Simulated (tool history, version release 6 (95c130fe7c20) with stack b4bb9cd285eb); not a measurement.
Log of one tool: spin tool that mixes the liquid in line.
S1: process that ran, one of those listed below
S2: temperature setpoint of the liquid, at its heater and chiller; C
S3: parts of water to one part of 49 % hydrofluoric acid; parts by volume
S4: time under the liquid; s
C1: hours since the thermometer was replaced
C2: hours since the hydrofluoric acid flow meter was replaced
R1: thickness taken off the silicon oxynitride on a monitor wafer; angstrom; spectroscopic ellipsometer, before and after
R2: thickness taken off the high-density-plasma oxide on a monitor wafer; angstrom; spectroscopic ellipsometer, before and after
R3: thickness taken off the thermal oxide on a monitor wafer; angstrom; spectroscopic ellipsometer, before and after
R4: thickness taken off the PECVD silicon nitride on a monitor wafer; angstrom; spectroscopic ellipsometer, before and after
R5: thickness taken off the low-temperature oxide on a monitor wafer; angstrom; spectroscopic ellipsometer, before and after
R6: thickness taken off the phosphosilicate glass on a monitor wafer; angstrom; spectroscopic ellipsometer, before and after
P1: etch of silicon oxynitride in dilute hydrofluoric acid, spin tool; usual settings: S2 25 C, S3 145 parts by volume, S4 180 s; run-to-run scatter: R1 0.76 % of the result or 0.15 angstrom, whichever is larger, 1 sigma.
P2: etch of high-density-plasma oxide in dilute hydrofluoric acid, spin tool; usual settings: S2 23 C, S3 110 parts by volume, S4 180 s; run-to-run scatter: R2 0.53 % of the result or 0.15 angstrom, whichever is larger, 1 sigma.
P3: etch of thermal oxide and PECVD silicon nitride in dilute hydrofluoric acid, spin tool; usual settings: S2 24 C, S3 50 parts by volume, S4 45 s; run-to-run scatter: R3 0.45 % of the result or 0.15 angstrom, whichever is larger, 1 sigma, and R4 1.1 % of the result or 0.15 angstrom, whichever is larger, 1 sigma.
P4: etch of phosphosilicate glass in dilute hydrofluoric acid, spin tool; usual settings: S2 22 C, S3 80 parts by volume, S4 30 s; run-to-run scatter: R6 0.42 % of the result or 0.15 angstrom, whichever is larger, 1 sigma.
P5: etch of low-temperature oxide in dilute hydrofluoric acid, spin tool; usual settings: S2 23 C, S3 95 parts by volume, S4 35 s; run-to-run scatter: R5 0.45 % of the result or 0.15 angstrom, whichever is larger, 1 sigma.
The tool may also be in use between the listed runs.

| run | hour | S1 | S2 | S3 | S4 | C1 | C2 | R1 | R2 | R3 | R4 | R5 | R6 |
|---|---|---|---|---|---|---|---|---|---|---|---|---|---|
| 1 | 5.2 | P1 | 25 | 145 | 180 | 778.3 | 307.3 | 35.996 |  |  |  |  |  |
| 2 | 14.3 | P1 | 30 | 145 | 180 | 787.4 | 316.4 | 44.5 |  |  |  |  |  |
| 3 | 21.5 | P1 | 25 | 145 | 180 | 794.6 | 323.6 | 36.869 |  |  |  |  |  |
| 4 | 29.4 | P2 | 23 | 40 | 180 | 802.5 | 331.5 |  | 340.66 |  |  |  |  |
| 5 | 35 | P3 | 24 | 50 | 45 | 808.1 | 337.1 |  |  | 48.001 | 24.776 |  |  |
| 6 | 39.8 | P3 | 24 | 50 | 65 | 812.9 | 341.9 |  |  | 69.019 | 36.018 |  |  |
| 7 | 45 | P1 | 25 | 145 | 180 | 818.1 | 347.1 | 36.454 |  |  |  |  |  |
| 8 | 53.5 | P5 | 28.5 | 95 | 35 | 826.6 | 355.6 |  |  |  |  | 56.537 |  |
| 9 | 58.5 | P4 | 17 | 80 | 30 | 831.6 | 360.6 |  |  |  |  |  | 198.99 |
| 10 | 66.9 | P1 | 25 | 145 | 180 | 840 | 369 | 35.546 |  |  |  |  |  |
| 11 | 72.9 | P5 | 23 | 95 | 20 | 846 | 375 |  |  |  |  | 26.134 |  |
| 12 | 82.1 | P3 | 17 | 50 | 45 | 855.2 | 384.2 |  |  | 35.764 | 15.65 |  |  |
| 13 | 87.6 | P2 | 23 | 110 | 360 | 860.7 | 389.7 |  | 226.15 |  |  |  |  |
| 14 | 97.1 | P1 | 25 | 145 | 15 | 870.2 | 399.2 | 2.9786 |  |  |  |  |  |
| 15 | 103.6 | P1 | 25 | 145 | 310 | 876.7 | 405.7 | 61.672 |  |  |  |  |  |
| 16 | 111.4 | P1 | 25 | 210 | 180 | 884.5 | 413.5 | 23.719 |  |  |  |  |  |
| 17 | 117.6 | P2 | 26.5 | 110 | 180 | 890.7 | 419.7 |  | 130.62 |  |  |  |  |
| 18 | 124.1 | P3 | 24 | 85 | 45 | 897.2 | 426.2 |  |  | 27.123 | 15.134 |  |  |
| 19 | 128.6 | P5 | 23 | 95 | 35 | 901.7 | 430.7 |  |  |  |  | 45.659 |  |
| 20 | 132.8 | P1 | 25 | 65 | 180 | 905.9 | 434.9 | 84.681 |  |  |  |  |  |
| 21 | 141.7 | P4 | 22 | 20 | 30 | 914.8 | 443.8 |  |  |  |  |  | 1053.6 |
| 22 | 147.1 | P1 | 18 | 145 | 335 | 920.2 | 449.2 | 48.131 |  |  |  |  |  |
| 23 | 153.4 | P5 | 23 | 20 | 35 | 926.5 | 455.5 |  |  |  |  | 240.1 |  |
| 24 | 158 | P3 | 24 | 50 | 45 | 931.1 | 460.1 |  |  | 48.054 | 25.23 |  |  |

The next listed run, before its measurement:
| 25 | 162.5 | P2 | 23 | 110 | 180 | 935.6 | 464.6 |  | ? |  |  |  |  |

Run 25 gave R2 112.35 angstrom.
